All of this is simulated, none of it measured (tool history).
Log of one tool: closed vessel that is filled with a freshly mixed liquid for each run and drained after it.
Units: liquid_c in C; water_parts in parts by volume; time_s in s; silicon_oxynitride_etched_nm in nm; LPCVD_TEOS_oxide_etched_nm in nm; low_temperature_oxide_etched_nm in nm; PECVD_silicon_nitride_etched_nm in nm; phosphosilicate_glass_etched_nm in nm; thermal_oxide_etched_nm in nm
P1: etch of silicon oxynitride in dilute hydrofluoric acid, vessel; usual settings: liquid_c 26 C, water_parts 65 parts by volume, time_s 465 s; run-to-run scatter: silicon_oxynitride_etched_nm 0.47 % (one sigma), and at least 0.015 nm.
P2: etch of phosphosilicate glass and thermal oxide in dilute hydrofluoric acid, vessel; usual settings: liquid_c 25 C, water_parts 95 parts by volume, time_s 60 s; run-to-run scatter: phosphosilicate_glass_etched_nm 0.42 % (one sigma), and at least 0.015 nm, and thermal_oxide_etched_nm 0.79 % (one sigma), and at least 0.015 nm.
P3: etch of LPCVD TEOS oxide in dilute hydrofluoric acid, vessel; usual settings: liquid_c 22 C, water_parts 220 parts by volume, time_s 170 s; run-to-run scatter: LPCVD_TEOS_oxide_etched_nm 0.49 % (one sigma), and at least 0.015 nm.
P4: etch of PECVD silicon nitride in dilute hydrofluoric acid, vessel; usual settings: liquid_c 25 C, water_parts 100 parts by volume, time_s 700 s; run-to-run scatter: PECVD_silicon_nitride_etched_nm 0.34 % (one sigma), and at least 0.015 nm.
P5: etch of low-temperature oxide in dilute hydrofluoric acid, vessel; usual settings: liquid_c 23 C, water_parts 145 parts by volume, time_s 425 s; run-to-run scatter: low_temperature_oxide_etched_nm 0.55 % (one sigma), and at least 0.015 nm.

| run | day | process | liquid_c | water_parts | time_s | hours since the thermometer was replaced | hours since the hydrofluoric acid flow meter was replaced | silicon_oxynitride_etched_nm | LPCVD_TEOS_oxide_etched_nm | low_temperature_oxide_etched_nm | PECVD_silicon_nitride_etched_nm | phosphosilicate_glass_etched_nm | thermal_oxide_etched_nm |
|---|---|---|---|---|---|---|---|---|---|---|---|---|---|
| 1 | 0.183 | P1 | 26 | 65 | 465 | 342.1 | 484.1 | 27.704 |  |  |  |  |  |
| 2 | 0.312 | P3 | 22 | 220 | 170 | 345.2 | 487.2 |  | 17.595 |  |  |  |  |
| 3 | 0.462 | P1 | 26 | 25 | 465 | 348.8 | 490.8 | 74.485 |  |  |  |  |  |
| 4 | 0.662 | P5 | 23 | 145 | 425 | 353.6 | 495.6 |  |  | 42.765 |  |  |  |
| 5 | 0.838 | P5 | 17 | 145 | 425 | 357.8 | 499.8 |  |  | 33.669 |  |  |  |
| 6 | 0.988 | P1 | 26 | 65 | 465 | 361.4 | 503.4 | 27.678 |  |  |  |  |  |
| 7 | 1.138 | P1 | 18 | 65 | 465 | 365 | 507 | 18.632 |  |  |  |  |  |
| 8 | 1.283 | P4 | 25 | 100 | 700 | 368.5 | 510.5 |  |  |  | 19.077 |  |  |
| 9 | 1.458 | P5 | 23 | 145 | 425 | 372.7 | 514.7 |  |  | 42.661 |  |  |  |
| 10 | 1.646 | P4 | 25 | 100 | 315 | 377.2 | 519.2 |  |  |  | 8.5889 |  |  |
| 11 | 1.825 | P2 | 25 | 20 | 60 | 381.5 | 523.5 |  |  |  |  | 263.96 | 16.332 |
| 12 | 2.042 | P2 | 17.5 | 95 | 60 | 386.7 | 528.7 |  |  |  |  | 37.065 | 2.3333 |
| 13 | 2.221 | P4 | 25 | 165 | 700 | 391 | 533 |  |  |  | 11.649 |  |  |
| 14 | 2.362 | P1 | 26 | 100 | 465 | 394.4 | 536.4 | 17.541 |  |  |  |  |  |
|  | 2.408 | hydrofluoric acid flow meter replaced |
| 15 | 2.504 | P1 | 26 | 65 | 465 | 397.8 | 2.3 | 27.806 |  |  |  |  |  |
| 16 | 2.708 | P5 | 23 | 145 | 220 | 402.7 | 7.2 |  |  | 22.271 |  |  |  |
| 17 | 2.821 | P2 | 25 | 95 | 30 | 405.4 | 9.9 |  |  |  |  | 24.883 | 1.5162 |
| 18 | 3.042 | P1 | 26 | 65 | 465 | 410.7 | 15.2 | 27.804 |  |  |  |  |  |
| 19 | 3.217 | P1 | 18 | 95 | 465 | 414.9 | 19.4 | 12.529 |  |  |  |  |  |
| 20 | 3.35 | P1 | 26 | 65 | 85 | 418.1 | 22.6 | 5.0842 |  |  |  |  |  |
| 21 | 3.479 | P4 | 25 | 100 | 700 | 421.2 | 25.7 |  |  |  | 19.158 |  |  |
| 22 | 3.65 | P5 | 23 | 50 | 425 | 425.3 | 29.8 |  |  | 137.74 |  |  |  |
| 23 | 3.817 | P1 | 34 | 65 | 465 | 429.3 | 33.8 | 40.15 |  |  |  |  |  |
| 24 | 3.988 | P4 | 17.5 | 100 | 700 | 433.4 | 37.9 |  |  |  | 11.535 |  |  |
| 25 | 4.208 | P3 | 17 | 220 | 170 | 438.7 | 43.2 |  | 14.417 |  |  |  |  |
| 26 | 4.4 | P3 | 22 | 90 | 170 | 443.3 | 47.8 |  | 49.523 |  |  |  |  |
| 27 | 4.517 | P1 | 26 | 65 | 875 | 446.1 | 50.6 | 52.655 |  |  |  |  |  |
| 28 | 4.738 | P3 | 22 | 220 | 40 | 451.4 | 55.9 |  | 4.1256 |  |  |  |  |
| 29 | 4.879 | P1 | 26 | 65 | 465 | 454.8 | 59.3 | 28.06 |  |  |  |  |  |
| 30 | 5.067 | P2 | 25 | 95 | 60 | 459.3 | 63.8 |  |  |  |  | 49.726 | 3.1487 |
| 31 | 5.254 | P1 | 26 | 65 | 465 | 463.8 | 68.3 | 27.796 |  |  |  |  |  |
| 32 | 5.412 | P1 | 26 | 65 | 465 | 467.6 | 72.1 | 28.643 |  |  |  |  |  |
| 33 | 5.625 | P1 | 26 | 65 | 465 | 472.7 | 77.2 | 29.414 |  |  |  |  |  |
| 34 | 5.783 | P1 | 26 | 65 | 465 | 476.5 | 81 | 29.199 |  |  |  |  |  |
| 35 | 5.9 | P1 | 26 | 65 | 465 | 479.3 | 83.8 | 29.739 |  |  |  |  |  |
| 36 | 6.033 | P1 | 26 | 65 | 465 | 482.5 | 87 | 29.604 |  |  |  |  |  |
| 37 | 6.217 | P1 | 26 | 65 | 465 | 486.9 | 91.4 | 29.637 |  |  |  |  |  |
| 38 | 6.375 | P1 | 26 | 65 | 465 | 490.7 | 95.2 | 29.694 |  |  |  |  |  |

What P1 gives has crept away from where it was. These 2 causes fit the log equally well, each at the size given:
A: hydrofluoric acid flow above the setpoint (%) = 6.39
B: liquid hotter than its thermometer reads (K) = 1.39
The creep began at about day 5.254.

4 check runs are offered, one wafer each, their results left as question marks. Which one tells the causes apart?
| check 1 | 6.533 | P2 | 25 | 20 | 60 |  |  |  |  |  |  | ? | ? |
| check 2 | 6.533 | P3 | 17 | 95 | 170 |  |  |  | ? |  |  |  |  |
| check 3 | 6.533 | P4 | 18.5 | 100 | 700 |  |  |  |  |  | ? |  |  |
| check 4 | 6.533 | P5 | 17 | 80 | 425 |  |  |  |  | ? |  |  |  |

What each check would give under each cause:
| check | result | if A | if B |
|---|---|---|---|
| check 1 | phosphosilicate_glass_etched_nm | 279.76 | 278.2 |
| check 1 | thermal_oxide_etched_nm | 17.553 | 17.455 |
| check 2 | LPCVD_TEOS_oxide_etched_nm | 40.372 | 39.989 |
| check 3 | PECVD_silicon_nitride_etched_nm | 13.096 | 13.562 |
| check 4 | low_temperature_oxide_etched_nm | 69.712 | 69.153 |
How far apart the two closest causes lie, in the result that separates them most: check 1 0.56 %; check 2 0.95 %; check 3 3.5 %; check 4 0.8 %
Only check 3 tells the causes apart: in the others they would give nearly the same result.

Then check 3 was run and gave: PECVD_silicon_nitride_etched_nm 13.044 nm. Which cause is it?

It is A: hydrofluoric acid flow above the setpoint (%).
